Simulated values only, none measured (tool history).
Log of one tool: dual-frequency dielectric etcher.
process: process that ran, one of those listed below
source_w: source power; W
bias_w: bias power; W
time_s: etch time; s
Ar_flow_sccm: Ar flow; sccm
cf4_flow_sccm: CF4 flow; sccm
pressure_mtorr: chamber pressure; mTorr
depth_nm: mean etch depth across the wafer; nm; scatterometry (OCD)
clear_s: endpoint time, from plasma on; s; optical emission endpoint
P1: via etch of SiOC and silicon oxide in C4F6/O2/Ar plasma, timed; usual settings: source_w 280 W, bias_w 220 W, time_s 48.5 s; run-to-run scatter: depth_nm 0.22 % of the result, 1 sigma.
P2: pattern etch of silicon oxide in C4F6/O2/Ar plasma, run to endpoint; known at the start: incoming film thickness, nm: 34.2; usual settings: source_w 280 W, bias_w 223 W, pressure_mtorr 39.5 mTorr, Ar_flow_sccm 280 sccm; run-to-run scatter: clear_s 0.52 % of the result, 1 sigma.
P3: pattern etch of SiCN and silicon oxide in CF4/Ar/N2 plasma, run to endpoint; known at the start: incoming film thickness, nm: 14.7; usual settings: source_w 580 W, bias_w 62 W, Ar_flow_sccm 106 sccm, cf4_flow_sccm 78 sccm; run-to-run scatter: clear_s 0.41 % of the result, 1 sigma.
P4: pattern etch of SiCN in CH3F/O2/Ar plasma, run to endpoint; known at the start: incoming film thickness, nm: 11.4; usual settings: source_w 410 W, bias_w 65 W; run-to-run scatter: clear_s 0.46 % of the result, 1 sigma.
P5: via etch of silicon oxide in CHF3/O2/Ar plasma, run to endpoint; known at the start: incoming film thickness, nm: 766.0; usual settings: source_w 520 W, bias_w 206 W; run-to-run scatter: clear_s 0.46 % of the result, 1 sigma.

run   hour  process  source_w  bias_w  time_s  Ar_flow_sccm  cf4_flow_sccm  pressure_mtorr  hours since the last wet clean  hours since the last source power generator calibration  hours since the last bias power generator calibration  depth_nm  clear_s
  1    8.3       P1       280     220    48.5                                                                        122.4                                                    864.3                                                  536.3    50.977
  2   13.2       P3       580      62                   106             78                                           127.3                                                    869.2                                                  541.2             14.246
  3   18.0       P2       280     223                   344                           39.5                           132.1                                                    874.0                                                  546.0             12.222
  4   26.2       P1       280     220    48.5                                                                        140.3                                                    882.2                                                  554.2    50.859
  5   30.2       P2       170     223                   280                           39.5                           144.3                                                    886.2                                                  558.2             14.355
  6   38.3       P3       580      62                    80             78                                           152.4                                                    894.3                                                  566.3             13.713
  7   43.8       P5       660     206                                                                                157.9                                                    899.8                                                  571.8            346.680
  8   49.5       P3       580      62                   106            110                                           163.6                                                    905.5                                                  577.5             13.440
  9   58.5       P1       280     308    48.5                                                                        172.6                                                    914.5                                                  586.5    57.252
 10   65.8       P1       340     300    48.5                                                                        179.9                                                    921.8                                                  593.8    61.271
 11   74.4       P4       410      41                                                                                188.5                                                    930.4                                                  602.4             36.546
 12   79.8       P1       340     220    48.5                                                                        193.9                                                    935.8                                                  607.8    54.901
 13   87.1       P3       580      62                   106             78                                           201.2                                                    943.1                                                  615.1             14.239
 14   92.5       P1       280     220    31.0                                                                        206.6                                                    948.5                                                  620.5    32.704
 15   97.2       P5       520     206                                                                                211.3                                                    953.2                                                  625.2            383.560
 16  101.2       P4       410      65                                                                                215.3                                                    957.2                                                  629.2             31.543
 17  106.5       P2       280     223                   280                           39.5                           220.6                                                    962.5                                                  634.5             11.821
 18  112.0       P1       280     220    48.5                                                                        226.1                                                    968.0                                                  640.0    50.754
 19  119.6       P1       280     220    48.5                                                                        233.7                                                    975.6                                                  647.6    51.132
 20  128.0       P3       580      75                   106             78                                           242.1                                                    984.0                                                  656.0             13.469
 21  134.7       P3       810      62                   106             78                                           248.8                                                    990.7                                                  662.7             10.609
 22  143.0       P1       280     172    48.5                                                                        257.1                                                    999.0                                                  671.0    46.819
 23  151.4       P1       210     220    59.5                                                                        265.5                                                   1007.4                                                  679.4    56.186
 24  160.2       P2       280     223                   280                           49.0                           274.3                                                   1016.2                                                  688.2             12.149
 25  169.2       P2       280     182                   280                           39.5                           283.3                                                   1025.2                                                  697.2             12.797
 26  177.9       P4       410      65                                                                                292.0                                                   1033.9                                                  705.9             31.451
 27  184.1       P5       520     120                                                                                298.2                                                   1040.1                                                  712.1            456.280
 28  189.0       P1       210     220    48.5                                                                        303.1                                                   1045.0                                                  717.0    45.628
 29  194.3       P1       280     220    48.5                                                                        308.4                                                   1050.3                                                  722.3    51.023
 30  200.7       P1       280     220    68.5                                                                        314.8                                                   1056.7                                                  728.7    72.065
 31  206.5       P4       570      65                                                                                320.6                                                   1062.5                                                  734.5             27.916
 32  214.5       P2       280     223                   280                           39.5                           328.6                                                   1070.5                                                  742.5             11.859

Forecast run 33:
 33  221.0       P1       280     220    48.5                                                                        335.1                                                   1077.0                                                  749.0         ?

{"run 33": {"depth_nm": 51.099}}
